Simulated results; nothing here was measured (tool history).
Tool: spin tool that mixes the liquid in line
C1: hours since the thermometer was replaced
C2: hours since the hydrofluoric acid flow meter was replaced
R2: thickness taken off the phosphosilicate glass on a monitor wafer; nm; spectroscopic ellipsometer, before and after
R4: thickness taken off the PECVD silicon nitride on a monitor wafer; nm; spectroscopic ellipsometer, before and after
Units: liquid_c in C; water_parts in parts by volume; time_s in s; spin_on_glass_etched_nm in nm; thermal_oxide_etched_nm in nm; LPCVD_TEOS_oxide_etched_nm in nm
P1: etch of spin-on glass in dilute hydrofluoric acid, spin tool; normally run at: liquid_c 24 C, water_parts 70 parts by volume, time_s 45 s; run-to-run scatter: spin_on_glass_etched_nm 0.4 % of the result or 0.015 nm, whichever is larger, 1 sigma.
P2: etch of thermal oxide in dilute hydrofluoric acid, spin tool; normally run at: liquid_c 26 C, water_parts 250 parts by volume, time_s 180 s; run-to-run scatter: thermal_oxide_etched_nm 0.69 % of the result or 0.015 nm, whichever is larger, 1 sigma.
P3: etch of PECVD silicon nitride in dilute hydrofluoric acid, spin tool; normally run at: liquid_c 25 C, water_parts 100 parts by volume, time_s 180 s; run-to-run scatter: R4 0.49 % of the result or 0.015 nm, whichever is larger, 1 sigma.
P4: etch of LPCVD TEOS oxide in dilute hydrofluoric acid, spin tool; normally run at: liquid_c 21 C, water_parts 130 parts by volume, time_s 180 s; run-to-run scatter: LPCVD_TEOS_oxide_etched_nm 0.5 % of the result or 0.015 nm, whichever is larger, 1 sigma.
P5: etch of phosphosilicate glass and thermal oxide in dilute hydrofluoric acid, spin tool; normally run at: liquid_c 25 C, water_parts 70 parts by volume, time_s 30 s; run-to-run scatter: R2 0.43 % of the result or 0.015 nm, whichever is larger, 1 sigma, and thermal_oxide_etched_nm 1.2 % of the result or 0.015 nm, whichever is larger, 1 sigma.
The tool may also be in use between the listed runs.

Run 1, day 0.183: process P1, liquid_c 24 C, water_parts 70 parts by volume, time_s 45 s; C1 1006.5; C2 474.2. Result: spin_on_glass_etched_nm 36.297 nm.
Run 2, day 0.333: process P1, liquid_c 24 C, water_parts 35 parts by volume, time_s 45 s; C1 1010.1; C2 477.8. Result: spin_on_glass_etched_nm 75.788 nm.
Run 3, day 0.45: process P5, liquid_c 21.5 C, water_parts 70 parts by volume, time_s 30 s; C1 1012.9; C2 480.6. Result: R2 32.483 nm, thermal_oxide_etched_nm 1.873 nm.
Run 4, day 0.671: process P2, liquid_c 26 C, water_parts 65 parts by volume, time_s 180 s; C1 1018.2; C2 485.9. Result: thermal_oxide_etched_nm 15.176 nm.
Run 5, day 0.875: process P3, liquid_c 25 C, water_parts 20 parts by volume, time_s 180 s; C1 1023.1; C2 490.8. Result: R4 28.082 nm.
Run 6, day 1.004: process P4, liquid_c 26 C, water_parts 130 parts by volume, time_s 180 s; C1 1026.2; C2 493.9. Result: LPCVD_TEOS_oxide_etched_nm 33.636 nm.
Run 7, day 1.192: process P1, liquid_c 24 C, water_parts 70 parts by volume, time_s 45 s; C1 1030.7; C2 498.4. Result: spin_on_glass_etched_nm 36.335 nm.
Run 8, day 1.362: process P1, liquid_c 29.5 C, water_parts 115 parts by volume, time_s 45 s; C1 1034.8; C2 502.5. Result: spin_on_glass_etched_nm 25.763 nm.
Run 9, day 1.467: process P5, liquid_c 25 C, water_parts 20 parts by volume, time_s 30 s; C1 1037.3; C2 505. Result: R2 140.96 nm, thermal_oxide_etched_nm 8.0341 nm.
Run 10, day 1.588: process P1, liquid_c 24 C, water_parts 70 parts by volume, time_s 45 s; C1 1040.2; C2 507.9. Result: spin_on_glass_etched_nm 36.362 nm.
Run 11, day 1.692: process P4, liquid_c 21 C, water_parts 75 parts by volume, time_s 180 s; C1 1042.7; C2 510.4. Result: LPCVD_TEOS_oxide_etched_nm 50.949 nm.
Run 12, day 1.812: process P3, liquid_c 20.5 C, water_parts 100 parts by volume, time_s 180 s; C1 1045.6; C2 513.3. Result: R4 4.341 nm.
Run 13, day 2.004: process P2, liquid_c 26 C, water_parts 250 parts by volume, time_s 180 s; C1 1050.2; C2 517.9. Result: thermal_oxide_etched_nm 3.2101 nm.
Run 14, day 2.2: process P5, liquid_c 25 C, water_parts 70 parts by volume, time_s 30 s; C1 1054.9; C2 522.6. Result: R2 37.26 nm, thermal_oxide_etched_nm 2.1826 nm.
Run 15, day 2.408: process P1, liquid_c 27.5 C, water_parts 70 parts by volume, time_s 45 s; C1 1059.9; C2 527.6. Result: spin_on_glass_etched_nm 41.511 nm.
Run 16, day 2.562: process P1, liquid_c 24 C, water_parts 100 parts by volume, time_s 45 s; C1 1063.6; C2 531.3. Result: spin_on_glass_etched_nm 24.307 nm.
Run 17, day 2.796: process P4, liquid_c 21 C, water_parts 130 parts by volume, time_s 310 s; C1 1069.2; C2 536.9. Result: LPCVD_TEOS_oxide_etched_nm 48.102 nm.
Run 18, day 2.938: process P2, liquid_c 26 C, water_parts 250 parts by volume, time_s 180 s; C1 1072.6; C2 540.3. Result: thermal_oxide_etched_nm 3.18 nm.
At day 3.092: thermometer replaced.
Run 19, day 3.133: process P1, liquid_c 24 C, water_parts 25 parts by volume, time_s 60 s; C1 1.1; C2 545. Result: spin_on_glass_etched_nm 143.3 nm.
Run 20, day 3.292: process P2, liquid_c 26 C, water_parts 250 parts by volume, time_s 335 s; C1 4.9; C2 548.8. Result: thermal_oxide_etched_nm 5.8638 nm.
Run 21, day 3.475: process P1, liquid_c 24 C, water_parts 70 parts by volume, time_s 20 s; C1 9.3; C2 553.2. Result: spin_on_glass_etched_nm 16.078 nm.
Run 22, day 3.675: process P4, liquid_c 21 C, water_parts 130 parts by volume, time_s 180 s; C1 14.1; C2 558. Result: LPCVD_TEOS_oxide_etched_nm 27.728 nm.
Run 23, day 3.829: process P3, liquid_c 25 C, water_parts 100 parts by volume, time_s 180 s; C1 17.8; C2 561.7. Result: R4 5.9007 nm.
Run 24, day 3.967: process P2, liquid_c 32 C, water_parts 250 parts by volume, time_s 180 s; C1 21.1; C2 565. Result: thermal_oxide_etched_nm 3.9192 nm.
Run 25, day 4.167: process P1, liquid_c 24 C, water_parts 70 parts by volume, time_s 65 s; C1 25.9; C2 569.8. Result: spin_on_glass_etched_nm 52.484 nm.
Run 26, day 4.312: process P1, liquid_c 24 C, water_parts 70 parts by volume, time_s 45 s; C1 29.4; C2 573.3. Result: spin_on_glass_etched_nm 36.085 nm.
Run 27, day 4.5: process P1, liquid_c 24 C, water_parts 70 parts by volume, time_s 45 s; C1 33.9; C2 577.8. Result: spin_on_glass_etched_nm 36.14 nm.
Run 28, day 4.683: process P1, liquid_c 17.5 C, water_parts 70 parts by volume, time_s 45 s; C1 38.3; C2 582.2. Result: spin_on_glass_etched_nm 27.503 nm.
Run 29, day 4.85: process P3, liquid_c 25 C, water_parts 100 parts by volume, time_s 40 s; C1 42.3; C2 586.2. Result: R4 1.297 nm.
Run 30, day 5.038: process P1, liquid_c 24 C, water_parts 70 parts by volume, time_s 45 s; C1 46.8; C2 590.7. Result: spin_on_glass_etched_nm 36.089 nm.
Run 31, day 5.162: process P1, liquid_c 24 C, water_parts 70 parts by volume, time_s 45 s; C1 49.8; C2 593.7. Result: spin_on_glass_etched_nm 36.046 nm.
Run 32, day 5.329: process P5, liquid_c 25 C, water_parts 70 parts by volume, time_s 50 s; C1 53.8; C2 597.7. Result: R2 62.436 nm, thermal_oxide_etched_nm 3.7071 nm.
Run 33, day 5.512: process P1, liquid_c 24 C, water_parts 70 parts by volume, time_s 45 s; C1 58.2; C2 602.1. Result: spin_on_glass_etched_nm 36.292 nm.
Run 34, day 5.658: process P1, liquid_c 24 C, water_parts 70 parts by volume, time_s 45 s; C1 61.7; C2 605.6. Result: spin_on_glass_etched_nm 37.209 nm.
Run 35, day 5.871: process P1, liquid_c 24 C, water_parts 70 parts by volume, time_s 45 s; C1 66.8; C2 610.7. Result: spin_on_glass_etched_nm 38.514 nm.
Run 36, day 6.088: process P1, liquid_c 24 C, water_parts 70 parts by volume, time_s 45 s; C1 72; C2 615.9. Result: spin_on_glass_etched_nm 39.03 nm.
Run 37, day 6.196: process P1, liquid_c 24 C, water_parts 70 parts by volume, time_s 45 s; C1 74.6; C2 618.5. Result: spin_on_glass_etched_nm 39.092 nm.
Run 38, day 6.375: process P1, liquid_c 24 C, water_parts 70 parts by volume, time_s 45 s; C1 78.9; C2 622.8. Result: spin_on_glass_etched_nm 39.388 nm.
Run 39, day 6.604: process P1, liquid_c 24 C, water_parts 70 parts by volume, time_s 45 s; C1 84.4; C2 628.3. Result: spin_on_glass_etched_nm 39.491 nm.
Run 40, day 6.825: process P1, liquid_c 24 C, water_parts 70 parts by volume, time_s 45 s; C1 89.7; C2 633.6. Result: spin_on_glass_etched_nm 39.493 nm.

What P1 gives has crept away from where it was. These 2 causes fit the log equally well, each at the size given:
A: hydrofluoric acid flow above the setpoint (%) = 8.05
B: liquid hotter than its thermometer reads (K) = 2.1
The creep began at about day 5.512.

4 check runs are offered, one wafer each, their results left as question marks. Which one tells the causes apart?
Run check 1, day 7.046: process P3, liquid_c 25 C, water_parts 70 parts by volume, time_s 180 s. Result: R4 ?.
Run check 2, day 7.046: process P2, liquid_c 26 C, water_parts 90 parts by volume, time_s 335 s. Result: thermal_oxide_etched_nm ?.
Run check 3, day 7.046: process P4, liquid_c 24.5 C, water_parts 130 parts by volume, time_s 180 s. Result: LPCVD_TEOS_oxide_etched_nm ?.
Run check 4, day 7.046: process P5, liquid_c 25 C, water_parts 30 parts by volume, time_s 30 s. Result: R2 ?, thermal_oxide_etched_nm ?.

What each check would give under each cause:
  check                      result    if A    if B
check 1                          R4  8.9978  9.5705
check 2     thermal_oxide_etched_nm  21.541  21.439
check 3  LPCVD_TEOS_oxide_etched_nm   34.61  34.304
check 4                          R2  99.921  100.51
check 4     thermal_oxide_etched_nm  5.8396  5.8738
How far apart the two closest causes lie, in the result that separates them most: check 1 6.17 %; check 2 0.47 %; check 3 0.89 %; check 4 0.58 %
Only check 1 tells the causes apart: in the others they would give nearly the same result.

Then check 1 was run and gave: R4 9.5729 nm. Which cause is it?

It is B: liquid hotter than its thermometer reads (K).

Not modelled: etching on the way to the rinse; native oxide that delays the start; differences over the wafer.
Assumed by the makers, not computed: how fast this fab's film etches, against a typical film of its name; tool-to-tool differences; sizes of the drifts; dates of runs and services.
